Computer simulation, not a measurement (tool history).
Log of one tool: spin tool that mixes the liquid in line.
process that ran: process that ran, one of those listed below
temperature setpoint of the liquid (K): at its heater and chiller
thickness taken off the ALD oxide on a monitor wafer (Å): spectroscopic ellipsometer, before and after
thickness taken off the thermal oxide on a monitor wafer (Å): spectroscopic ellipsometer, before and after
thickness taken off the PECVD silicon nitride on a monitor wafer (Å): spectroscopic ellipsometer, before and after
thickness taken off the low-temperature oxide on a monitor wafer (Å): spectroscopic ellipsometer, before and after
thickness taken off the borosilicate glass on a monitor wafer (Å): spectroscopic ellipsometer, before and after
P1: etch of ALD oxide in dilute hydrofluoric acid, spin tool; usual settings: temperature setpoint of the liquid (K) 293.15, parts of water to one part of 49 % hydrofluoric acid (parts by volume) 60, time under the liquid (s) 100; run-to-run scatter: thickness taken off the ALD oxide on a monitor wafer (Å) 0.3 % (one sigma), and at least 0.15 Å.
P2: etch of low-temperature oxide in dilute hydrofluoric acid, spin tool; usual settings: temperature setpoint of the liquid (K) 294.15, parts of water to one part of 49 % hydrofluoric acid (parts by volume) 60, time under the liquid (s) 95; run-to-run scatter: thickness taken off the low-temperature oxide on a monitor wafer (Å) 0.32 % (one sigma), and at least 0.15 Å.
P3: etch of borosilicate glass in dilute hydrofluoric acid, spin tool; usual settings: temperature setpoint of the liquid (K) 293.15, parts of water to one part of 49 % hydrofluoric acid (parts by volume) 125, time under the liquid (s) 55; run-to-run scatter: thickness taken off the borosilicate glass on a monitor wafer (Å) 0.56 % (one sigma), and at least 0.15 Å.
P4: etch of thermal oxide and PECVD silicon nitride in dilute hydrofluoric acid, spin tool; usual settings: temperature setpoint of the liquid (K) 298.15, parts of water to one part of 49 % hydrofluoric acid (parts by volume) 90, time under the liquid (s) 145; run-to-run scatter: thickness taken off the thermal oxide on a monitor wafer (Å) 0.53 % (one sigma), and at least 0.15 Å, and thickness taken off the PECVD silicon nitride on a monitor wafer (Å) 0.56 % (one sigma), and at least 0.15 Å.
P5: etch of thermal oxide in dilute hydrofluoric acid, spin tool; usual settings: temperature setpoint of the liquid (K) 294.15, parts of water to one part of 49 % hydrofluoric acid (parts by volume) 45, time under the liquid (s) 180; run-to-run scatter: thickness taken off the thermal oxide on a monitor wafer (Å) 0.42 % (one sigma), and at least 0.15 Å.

run,hour,process that ran,temperature setpoint of the liquid (K),parts of water to one part of 49 % hydrofluoric acid (parts by volume),time under the liquid (s),hours since the thermometer was replaced,hours since the hydrofluoric acid flow meter was replaced,thickness taken off the ALD oxide on a monitor wafer (Å),thickness taken off the thermal oxide on a monitor wafer (Å),thickness taken off the PECVD silicon nitride on a monitor wafer (Å),thickness taken off the low-temperature oxide on a monitor wafer (Å),thickness taken off the borosilicate glass on a monitor wafer (Å)
1,3.5,P1,293.15,60,100,395.8,664.6,485.88,,,,
2,6.7,P1,293.15,100,195,399,667.8,541.06,,,,
3,9.1,P1,293.15,60,100,401.4,670.2,489.58,,,,
4,12.5,P5,294.15,45,180,404.8,673.6,,172.79,,,
5,15.7,P1,293.15,60,100,408,676.8,485.84,,,,
6,18,P1,293.15,60,100,410.3,679.1,486.17,,,,
7,21.6,P4,304.65,90,145,413.9,682.7,,101.41,78.814,,
8,25.4,P2,300.15,60,95,417.7,686.5,,,,202.19,
9,28.7,P5,290.15,45,180,421,689.8,,146.42,,,
10,31.3,P1,290.15,60,100,423.6,692.4,430.38,,,,
11,36,P1,297.65,60,100,428.3,697.1,584.66,,,,
12,39,P3,293.15,125,110,431.3,700.1,,,,,216.37
13,41.3,P1,293.15,35,100,433.6,702.4,861.04,,,,
14,43.4,P1,293.15,60,35,435.7,704.5,170.13,,,,
15,46.3,P3,293.15,60,55,438.6,707.4,,,,,241.97
16,49.5,P5,294.15,25,180,441.8,710.6,,319.5,,,
17,52.3,P1,293.15,60,150,444.6,713.4,727.67,,,,
# hour 52.5: hydrofluoric acid flow meter replaced
18,56,P2,294.15,20,95,448.3,3.5,,,,492.66,
19,58.1,P4,298.15,130,145,450.4,5.6,,51.818,36.222,,
20,61.8,P5,294.15,45,55,454.1,9.3,,52.759,,,
21,64.2,P4,298.15,90,145,456.5,11.7,,78.442,51.9,,
22,66.5,P3,293.15,125,55,458.8,14,,,,,107.92
23,69.7,P2,294.15,60,155,462,17.2,,,,256.02,
24,73.1,P1,293.15,105,100,465.4,20.6,264.81,,,,
25,77.7,P2,294.15,60,95,470,25.2,,,,156.13,
26,81,P5,294.15,45,180,473.3,28.5,,173.06,,,
27,85.7,P4,298.15,90,220,478,33.2,,120.1,79.287,,
28,90.4,P2,294.15,60,95,482.7,37.9,,,,157.22,
29,92.7,P3,293.15,125,55,485,40.2,,,,,107.06
30,94.8,P3,299.65,125,55,487.1,42.3,,,,,138.89
31,99.4,P1,293.15,60,100,491.7,46.9,490.13,,,,
32,102.2,P1,293.15,60,100,494.5,49.7,485.95,,,,
33,106.3,P1,293.15,60,100,498.6,53.8,470.91,,,,
34,108.7,P1,293.15,60,100,501,56.2,466.72,,,,
35,111.6,P1,293.15,60,100,503.9,59.1,460.41,,,,
36,115,P1,293.15,60,100,507.3,62.5,455.94,,,,
37,118.3,P1,293.15,60,100,510.6,65.8,454.23,,,,
38,122.1,P1,293.15,60,100,514.4,69.6,451.87,,,,
39,125.9,P1,293.15,60,100,518.2,73.4,455.23,,,,
40,128.6,P1,293.15,60,100,520.9,76.1,449.32,,,,
41,132.2,P1,293.15,60,100,524.5,79.7,450.86,,,,

What P1 gives has crept away from where it was. These 2 causes fit the log equally well, each at the size given:
A: liquid colder than its thermometer reads (K) = 1.8
B: hydrofluoric acid flow below the setpoint (%) = 6.85
The creep began at about hour 102.2.

4 check runs are offered, one wafer each, their results left as question marks. Which one tells the causes apart?
check 1,135.8,P5,294.15,45,180,,,,?,,,
check 2,135.8,P2,294.15,60,95,,,,,,?,
check 3,135.8,P4,298.15,90,145,,,,?,?,,
check 4,135.8,P3,293.15,125,55,,,,,,,?

What each check would give under each cause:
check,result,if A,if B
check 1,thickness taken off the thermal oxide on a monitor wafer (Å),160.45,160.71
check 2,thickness taken off the low-temperature oxide on a monitor wafer (Å),145.33,145.28
check 3,thickness taken off the thermal oxide on a monitor wafer (Å),73.341,72.784
check 3,thickness taken off the PECVD silicon nitride on a monitor wafer (Å),46.295,48.612
check 4,thickness taken off the borosilicate glass on a monitor wafer (Å),100.26,99.524
How far apart the two closest causes lie, in the result that separates them most: check 1 0.16 %; check 2 0.04 %; check 3 4.88 %; check 4 0.74 %
Check 3 tells the causes apart: in the others they would give nearly the same result.

Then check 3 was run and gave: thickness taken off the thermal oxide on a monitor wafer (Å) 72.689; thickness taken off the PECVD silicon nitride on a monitor wafer (Å) 46.335. Which cause is it?

It is A: liquid colder than its thermometer reads (K).

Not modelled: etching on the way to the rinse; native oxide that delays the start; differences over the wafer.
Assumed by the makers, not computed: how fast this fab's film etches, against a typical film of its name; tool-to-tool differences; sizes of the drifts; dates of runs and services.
